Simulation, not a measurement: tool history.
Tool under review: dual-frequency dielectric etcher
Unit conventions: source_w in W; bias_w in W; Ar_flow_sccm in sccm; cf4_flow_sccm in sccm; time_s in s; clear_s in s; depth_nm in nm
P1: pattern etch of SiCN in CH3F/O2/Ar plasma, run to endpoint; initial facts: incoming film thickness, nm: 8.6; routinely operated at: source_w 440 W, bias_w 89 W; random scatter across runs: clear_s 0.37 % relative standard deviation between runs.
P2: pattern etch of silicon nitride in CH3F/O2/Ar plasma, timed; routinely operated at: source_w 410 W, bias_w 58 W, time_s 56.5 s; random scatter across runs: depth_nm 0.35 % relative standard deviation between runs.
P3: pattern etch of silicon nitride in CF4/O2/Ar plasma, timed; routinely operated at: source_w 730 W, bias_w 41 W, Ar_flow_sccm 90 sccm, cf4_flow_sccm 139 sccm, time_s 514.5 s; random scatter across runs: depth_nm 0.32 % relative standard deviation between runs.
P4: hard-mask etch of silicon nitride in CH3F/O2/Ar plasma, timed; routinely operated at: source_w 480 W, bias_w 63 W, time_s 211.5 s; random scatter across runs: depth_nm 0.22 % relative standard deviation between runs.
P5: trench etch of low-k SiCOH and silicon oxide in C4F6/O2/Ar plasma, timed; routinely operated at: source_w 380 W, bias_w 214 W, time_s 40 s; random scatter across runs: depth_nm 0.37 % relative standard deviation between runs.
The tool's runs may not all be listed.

| run | hour | process | source_w | bias_w | Ar_flow_sccm | cf4_flow_sccm | time_s | hours since the last wet clean | hours since the last source power generator calibration | hours since the last bias power generator calibration | clear_s | depth_nm |
|---|---|---|---|---|---|---|---|---|---|---|---|---|
| 1 | 2.9 | P1 | 440 | 89 |  |  |  | 458.5 | 3286.2 | 1251.1 | 20.427 |  |
| 2 | 7.4 | P1 | 440 | 89 |  |  |  | 463 | 3290.7 | 1255.6 | 20.603 |  |
| 3 | 12.4 | P1 | 330 | 89 |  |  |  | 468 | 3295.7 | 1260.6 | 22.753 |  |
| 4 | 17.1 | P1 | 570 | 123 |  |  |  | 472.7 | 3300.4 | 1265.3 | 16.437 |  |
| 5 | 21.9 | P1 | 440 | 89 |  |  |  | 477.5 | 3305.2 | 1270.1 | 20.406 |  |
|  | 22.2 | source power generator calibrated |
| 6 | 26.7 | P1 | 440 | 89 |  |  |  | 482.3 | 4.5 | 1274.9 | 20.516 |  |
| 7 | 31.5 | P3 | 730 | 41 | 115 | 139 | 514.5 | 487.1 | 9.3 | 1279.7 |  | 1333.4 |
| 8 | 35.5 | P5 | 470 | 214 |  |  | 40 | 491.1 | 13.3 | 1283.7 |  | 138.57 |
| 9 | 39.5 | P5 | 380 | 214 |  |  | 40 | 495.1 | 17.3 | 1287.7 |  | 127.68 |
| 10 | 44.2 | P3 | 730 | 41 | 90 | 191 | 514.5 | 499.8 | 22 | 1292.4 |  | 1415.1 |
| 11 | 48.7 | P5 | 380 | 214 |  |  | 59.5 | 504.3 | 26.5 | 1296.9 |  | 189.29 |
| 12 | 52.1 | P1 | 440 | 105 |  |  |  | 507.7 | 29.9 | 1300.3 | 19.226 |  |
| 13 | 57.2 | P2 | 410 | 58 |  |  | 56.5 | 512.8 | 35 | 1305.4 |  | 36.269 |
| 14 | 60.2 | P5 | 380 | 272 |  |  | 40 | 515.8 | 38 | 1308.4 |  | 138.48 |
| 15 | 62.9 | P1 | 280 | 119 |  |  |  | 518.5 | 40.7 | 1311.1 | 21.635 |  |
| 16 | 66.1 | P1 | 440 | 89 |  |  |  | 521.7 | 43.9 | 1314.3 | 20.524 |  |
| 17 | 71.3 | P3 | 730 | 31 | 90 | 139 | 514.5 | 526.9 | 49.1 | 1319.5 |  | 1259.3 |
| 18 | 76.3 | P1 | 550 | 108 |  |  |  | 531.9 | 54.1 | 1324.5 | 17.469 |  |
| 19 | 80 | P4 | 480 | 63 |  |  | 211.5 | 535.6 | 57.8 | 1328.2 |  | 148.95 |
| 20 | 82.5 | P4 | 480 | 63 |  |  | 159.5 | 538.1 | 60.3 | 1330.7 |  | 112.55 |
| 21 | 86.9 | P1 | 440 | 62 |  |  |  | 542.5 | 64.7 | 1335.1 | 23.207 |  |
| 22 | 91.2 | P4 | 610 | 63 |  |  | 211.5 | 546.8 | 69 | 1339.4 |  | 163.21 |
| 23 | 93.6 | P4 | 480 | 43 |  |  | 211.5 | 549.2 | 71.4 | 1341.8 |  | 131.4 |
| 24 | 95.9 | P1 | 530 | 89 |  |  |  | 551.5 | 73.7 | 1344.1 | 19.197 |  |
| 25 | 99.7 | P1 | 440 | 89 |  |  |  | 555.3 | 77.5 | 1347.9 | 20.528 |  |
| 26 | 103.7 | P3 | 730 | 41 | 90 | 139 | 297.5 | 559.3 | 81.5 | 1351.9 |  | 791.71 |
| 27 | 107.5 | P3 | 730 | 41 | 90 | 139 | 514.5 | 563.1 | 85.3 | 1355.7 |  | 1372.9 |
| 28 | 110.5 | P2 | 260 | 58 |  |  | 56.5 | 566.1 | 88.3 | 1358.7 |  | 30.413 |
| 29 | 113.2 | P2 | 410 | 58 |  |  | 33 | 568.8 | 91 | 1361.4 |  | 21.245 |
| 30 | 117.2 | P3 | 960 | 41 | 90 | 139 | 514.5 | 572.8 | 95 | 1365.4 |  | 1756.8 |
| 31 | 119.6 | P4 | 480 | 63 |  |  | 211.5 | 575.2 | 97.4 | 1367.8 |  | 148.58 |
| 32 | 123.6 | P2 | 410 | 37 |  |  | 56.5 | 579.2 | 101.4 | 1371.8 |  | 32.02 |
| 33 | 127.4 | P1 | 440 | 89 |  |  |  | 583 | 105.2 | 1375.6 | 20.554 |  |
| 34 | 131.2 | P1 | 440 | 89 |  |  |  | 586.8 | 109 | 1379.4 | 20.578 |  |
| 35 | 135.2 | P1 | 440 | 89 |  |  |  | 590.8 | 113 | 1383.4 | 20.782 |  |
| 36 | 138.2 | P1 | 440 | 89 |  |  |  | 593.8 | 116 | 1386.4 | 20.808 |  |
| 37 | 141.5 | P1 | 440 | 89 |  |  |  | 597.1 | 119.3 | 1389.7 | 20.709 |  |
| 38 | 144 | P1 | 440 | 89 |  |  |  | 599.6 | 121.8 | 1392.2 | 20.859 |  |
| 39 | 147.7 | P1 | 440 | 89 |  |  |  | 603.3 | 125.5 | 1395.9 | 20.843 |  |
|  | 149.7 | wet clean of the chamber |
| 40 | 150.1 | P1 | 440 | 89 |  |  |  | 0.5 | 127.9 | 1398.3 | 20.713 |  |
| 41 | 153.6 | P1 | 440 | 89 |  |  |  | 4 | 131.4 | 1401.8 | 20.889 |  |
| 42 | 158.6 | P1 | 440 | 89 |  |  |  | 9 | 136.4 | 1406.8 | 20.971 |  |
| 43 | 162.7 | P1 | 440 | 89 |  |  |  | 13.1 | 140.5 | 1410.9 | 20.823 |  |

Compared with where it was, what P1 gives has crept away. Each cause listed below fits the log as well as the rest, at the size given for it:
A: source power that arrives under what is set, % = 4.86
B: bias power that arrives under what is set, % = 4.95
At approximately hour 127.4, the process output began to creep.
Why every other cause is out:
chamber walls in a state that lowers the etch rate, %: serviced after onset, at hour 149.7, with no recovery of the prior output

Which of the 4 check runs listed below separates the causes, so that each cause would produce a clearly different result? Each run uses one wafer, and its results are marked with question marks.
| check 1 | 166.8 | P4 | 480 | 63 |  |  | 211.5 |  |  |  |  | ? |
| check 2 | 166.8 | P3 | 730 | 41 | 90 | 139 | 514.5 |  |  |  |  | ? |
| check 3 | 166.8 | P5 | 380 | 214 |  |  | 40 |  |  |  |  | ? |
| check 4 | 166.8 | P2 | 410 | 58 |  |  | 56.5 |  |  |  |  | ? |

What each check would give under each cause:
| check | result | if A | if B |
|---|---|---|---|
| check 1 | depth_nm | 146.08 | 146.46 |
| check 2 | depth_nm | 1312 | 1348.8 |
| check 3 | depth_nm | 125.11 | 125.43 |
| check 4 | depth_nm | 35.704 | 35.805 |
Gap, in per cent, between the two causes that each check separates least, read from the result that separates them most: check 1 0.26 %; check 2 2.76 %; check 3 0.26 %; check 4 0.28 %
Check 2 is the one run that separates the causes; every other check would come out nearly the same whichever cause is at work.

The results of check 2 are: depth_nm 1308.3 nm. Based on these, which of the listed causes is it?

Of the candidate causes, it is A: source power that arrives under what is set, %.
